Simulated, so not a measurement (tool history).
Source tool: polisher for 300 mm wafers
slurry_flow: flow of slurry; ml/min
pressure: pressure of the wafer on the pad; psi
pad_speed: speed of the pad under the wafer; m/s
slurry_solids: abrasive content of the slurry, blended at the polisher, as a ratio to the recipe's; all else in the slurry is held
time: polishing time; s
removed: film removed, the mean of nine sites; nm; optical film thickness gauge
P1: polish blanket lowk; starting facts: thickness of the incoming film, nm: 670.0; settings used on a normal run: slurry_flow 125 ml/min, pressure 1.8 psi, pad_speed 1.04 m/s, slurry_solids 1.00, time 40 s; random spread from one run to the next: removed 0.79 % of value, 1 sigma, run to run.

| run | day | slurry_flow | pressure | pad_speed | slurry_solids | time | wafers polished on this pad | hours since the slurry nozzle was cleaned | hours since the head pressure was calibrated | hours since the slurry blender was calibrated | hours since the conditioning disc was replaced | removed |
|---|---|---|---|---|---|---|---|---|---|---|---|---|
| 1 | 0.342 | 125 | 1.8 | 1.04 | 1.00 | 40 | 540 | 394.9 | 980.3 | 324.4 | 119.3 | 13.8290 |
| 2 | 0.612 | 125 | 1.8 | 1.04 | 1.00 | 40 | 587 | 401.4 | 986.8 | 330.9 | 125.8 | 14.0590 |
| 3 | 1.029 | 125 | 1.8 | 1.04 | 1.00 | 55 | 660 | 411.4 | 996.8 | 340.9 | 135.8 | 19.3570 |
| 4 | 1.450 | 125 | 1.8 | 1.04 | 1.00 | 40 | 733 | 421.5 | 1006.9 | 351.0 | 145.9 | 14.0620 |
| 5 | 1.821 | 125 | 0.9 | 1.04 | 1.00 | 40 | 798 | 430.4 | 1015.8 | 359.9 | 154.8 | 7.0726 |
| 6 | 2.108 | 125 | 1.8 | 1.04 | 0.50 | 40 | 848 | 437.3 | 1022.7 | 366.8 | 161.7 | 9.6119 |
| 7 | 2.362 | 165 | 1.8 | 1.04 | 1.00 | 40 | 892 | 443.4 | 1028.8 | 372.9 | 167.8 | 14.8240 |
| 8 | 2.575 | 125 | 2.7 | 1.04 | 1.00 | 40 | 929 | 448.5 | 1033.9 | 378.0 | 172.9 | 21.0580 |
| 9 | 2.867 | 125 | 1.8 | 1.04 | 1.00 | 40 | 980 | 455.5 | 1040.9 | 385.0 | 179.9 | 13.9240 |
|  | 2.958 | slurry blender recalibrated |
| 10 | 3.292 | 125 | 1.8 | 1.64 | 1.00 | 40 | 1054 | 465.7 | 1051.1 | 8.0 | 190.1 | 20.3280 |
|  | 3.483 | slurry nozzle cleaned |
| 11 | 3.542 | 125 | 1.8 | 0.48 | 1.00 | 40 | 1098 | 1.4 | 1057.1 | 14.0 | 196.1 | 7.5913 |
| 12 | 3.938 | 95 | 1.8 | 1.40 | 1.00 | 40 | 1167 | 10.9 | 1066.6 | 23.5 | 205.6 | 16.4850 |
| 13 | 4.129 | 125 | 1.8 | 1.04 | 1.00 | 40 | 1200 | 15.5 | 1071.2 | 28.1 | 210.2 | 14.0590 |
| 14 | 4.404 | 125 | 1.8 | 1.04 | 1.00 | 26 | 1248 | 22.1 | 1077.8 | 34.7 | 216.8 | 9.1356 |
| 15 | 4.812 | 75 | 1.8 | 1.04 | 1.00 | 40 | 1320 | 31.9 | 1087.6 | 44.5 | 226.6 | 12.2230 |
| 16 | 5.138 | 125 | 1.8 | 1.04 | 1.35 | 40 | 1376 | 39.7 | 1095.4 | 52.3 | 234.4 | 15.9700 |
| 17 | 5.433 | 125 | 1.8 | 1.30 | 0.75 | 40 | 1428 | 46.8 | 1102.5 | 59.4 | 241.5 | 14.5000 |
| 18 | 5.788 | 125 | 1.8 | 1.04 | 1.00 | 40 | 1489 | 55.3 | 1111.0 | 67.9 | 250.0 | 13.8670 |
| 19 | 6.050 | 125 | 1.8 | 1.04 | 1.00 | 40 | 1535 | 61.6 | 1117.3 | 74.2 | 256.3 | 13.6010 |
| 20 | 6.254 | 125 | 1.8 | 1.04 | 1.00 | 40 | 1571 | 66.5 | 1122.2 | 79.1 | 261.2 | 13.2310 |

Run 21, settings as shown, results not yet in. Your forecast:
| 21 | 6.546 | 125 | 1.8 | 1.04 | 1.00 | 40 | 1622 | 73.5 | 1129.2 | 86.1 | 268.2 | ? |

{"run 21": {"removed": 13.07}}

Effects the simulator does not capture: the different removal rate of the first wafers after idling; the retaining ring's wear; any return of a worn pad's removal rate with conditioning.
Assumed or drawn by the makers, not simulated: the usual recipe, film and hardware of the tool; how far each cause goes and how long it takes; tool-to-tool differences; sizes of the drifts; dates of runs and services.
